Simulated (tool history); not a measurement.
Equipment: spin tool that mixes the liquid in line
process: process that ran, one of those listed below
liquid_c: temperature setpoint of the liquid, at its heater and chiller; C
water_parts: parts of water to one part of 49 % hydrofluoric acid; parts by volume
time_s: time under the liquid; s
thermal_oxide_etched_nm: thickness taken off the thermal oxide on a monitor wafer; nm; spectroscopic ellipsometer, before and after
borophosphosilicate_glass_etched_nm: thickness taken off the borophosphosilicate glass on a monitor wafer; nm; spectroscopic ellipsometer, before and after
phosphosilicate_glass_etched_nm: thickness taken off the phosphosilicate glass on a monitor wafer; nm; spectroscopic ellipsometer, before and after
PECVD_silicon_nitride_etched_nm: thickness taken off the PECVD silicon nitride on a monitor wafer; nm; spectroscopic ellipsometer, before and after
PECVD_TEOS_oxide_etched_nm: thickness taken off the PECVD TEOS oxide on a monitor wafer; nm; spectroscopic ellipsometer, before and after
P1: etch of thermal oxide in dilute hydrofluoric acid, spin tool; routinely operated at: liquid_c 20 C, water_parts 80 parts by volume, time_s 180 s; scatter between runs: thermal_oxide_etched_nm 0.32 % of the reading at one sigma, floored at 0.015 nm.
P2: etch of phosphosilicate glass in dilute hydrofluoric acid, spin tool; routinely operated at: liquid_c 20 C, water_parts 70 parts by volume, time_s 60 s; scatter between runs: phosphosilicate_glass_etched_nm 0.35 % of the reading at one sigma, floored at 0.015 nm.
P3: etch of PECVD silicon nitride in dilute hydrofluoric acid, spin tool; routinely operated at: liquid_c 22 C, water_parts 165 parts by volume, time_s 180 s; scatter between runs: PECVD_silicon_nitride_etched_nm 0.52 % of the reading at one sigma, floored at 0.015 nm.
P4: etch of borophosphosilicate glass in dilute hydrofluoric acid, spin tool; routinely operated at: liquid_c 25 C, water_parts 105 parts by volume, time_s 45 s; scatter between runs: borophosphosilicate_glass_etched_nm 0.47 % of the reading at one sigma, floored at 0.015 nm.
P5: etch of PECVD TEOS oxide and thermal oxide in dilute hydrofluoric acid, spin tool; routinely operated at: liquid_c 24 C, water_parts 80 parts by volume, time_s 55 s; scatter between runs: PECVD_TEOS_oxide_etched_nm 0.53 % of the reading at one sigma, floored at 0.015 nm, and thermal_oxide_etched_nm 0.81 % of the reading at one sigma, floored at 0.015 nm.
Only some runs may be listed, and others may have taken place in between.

run	hour	process	liquid_c	water_parts	time_s	hours since the thermometer was replaced	hours since the hydrofluoric acid flow meter was replaced	thermal_oxide_etched_nm	borophosphosilicate_glass_etched_nm	phosphosilicate_glass_etched_nm	PECVD_silicon_nitride_etched_nm	PECVD_TEOS_oxide_etched_nm
1	6.1	P1	20	80	180	1265	375.6	9.4249				
2	11.8	P4	25	105	70	1270.7	381.3		45.755			
3	18.2	P4	25	105	45	1277.1	387.7		29.438			
4	24.3	P2	20	20	60	1283.2	393.8			191.85		
5	36.3	P1	20	80	330	1295.2	405.8	17.304				
6	43	P3	28	165	180	1301.9	412.5				7.8861	
7	49.6	P2	20	70	60	1308.5	419.1			51.194		
8	61.9	P1	20	80	180	1320.8	431.4	9.507				
9	72	P3	22	165	180	1330.9	441.5				5.3785	
10	80.6	P5	24	80	55	1339.5	450.1	3.3687				10.016
11	88.4	P5	17	80	55	1347.3	457.9	2.5118				7.4621
12	95.6	P1	17	80	270	1354.5	465.1	12.542				
13	101.2	P1	20	30	180	1360.1	470.7	26.661				
14	109.1	P1	20	80	180	1368	478.6	9.3815				
15	119.3	P1	20	80	180	1378.2	488.8	9.423				
16	126.5	P1	20	80	70	1385.4	496	3.6488				
17	132	P1	25.5	80	180	1390.9	501.5	11.789				
18	141	P2	17	70	60	1399.9	510.5			45.365		
19	152.7	P3	22	80	180	1411.6	522.2				10.987	
20	163.4	P5	24	80	15	1422.3	532.9	0.91964				2.7144
21	175.6	P4	25	105	45	1434.5	545.1		29.687			
22	182.5	P3	22	165	30	1441.4	552				0.88647	
23	192.1	P1	20	135	180	1451	561.6	5.2656				
24	198.8	P2	20	70	60	1457.7	568.3			51.407		
25	206.9	P4	18	105	45	1465.8	576.4		22.016			
26	219.3	P5	24	140	55	1478.2	588.8	1.7718				5.2837
27	226.7	P4	25	25	45	1485.6	596.2		138.02			
28	238.5	P5	24	80	55	1497.4	608	3.3616				9.9588
29	248.6	P1	17	80	180	1507.5	618.1	8.3337				
30	260.3	P2	20	70	120	1519.2	629.8			102.49		
31	266	P1	20	80	180	1524.9	635.5	9.4929				
32	274.4	P1	20	80	180	1533.3	643.9	9.0189				
33	283.5	P1	20	80	180	1542.4	653	8.807				
34	294	P1	20	80	180	1552.9	663.5	8.6608				
35	303	P1	20	80	180	1561.9	672.5	8.5699				
36	309.2	P1	20	80	180	1568.1	678.7	8.5536				
37	315.8	P1	20	80	180	1574.7	685.3	8.5422				
38	325.5	P1	20	80	180	1584.4	695	8.5812				

P1 has crept away from where it was. The log is fitted equally well by each of these 2 causes, at the sizes shown:
A: liquid colder than its thermometer reads (K) = 2.32
B: hydrofluoric acid flow below the setpoint (%) = 8.49
At approximately hour 266, the process output began to creep.

Each of the 4 check runs below uses one wafer; its results are left as question marks. Which run tells the causes apart?
check 1	335.2	P2	20	70	60					?		
check 2	335.2	P5	24	80	55			?				?
check 3	335.2	P4	25	105	45				?			
check 4	335.2	P3	22	165	180						?	

What each check would give under each cause:
check	result	if A	if B
check 1	phosphosilicate_glass_etched_nm	46.582	46.671
check 2	thermal_oxide_etched_nm	3.0421	3.0305
check 2	PECVD_TEOS_oxide_etched_nm	9.0518	9.0173
check 3	borophosphosilicate_glass_etched_nm	26.902	26.659
check 4	PECVD_silicon_nitride_etched_nm	4.6182	4.933
Smallest distance between any two causes, each pair judged by its most separating result, in per cent: check 1 0.19 %; check 2 0.38 %; check 3 0.91 %; check 4 6.59 %
Check 4 tells the causes apart: in the others they would give nearly the same result.

Check 4 was carried out, with these results: PECVD_silicon_nitride_etched_nm 4.6662 nm. Which of the listed causes is responsible?

Of the candidate causes, it is A: liquid colder than its thermometer reads (K).

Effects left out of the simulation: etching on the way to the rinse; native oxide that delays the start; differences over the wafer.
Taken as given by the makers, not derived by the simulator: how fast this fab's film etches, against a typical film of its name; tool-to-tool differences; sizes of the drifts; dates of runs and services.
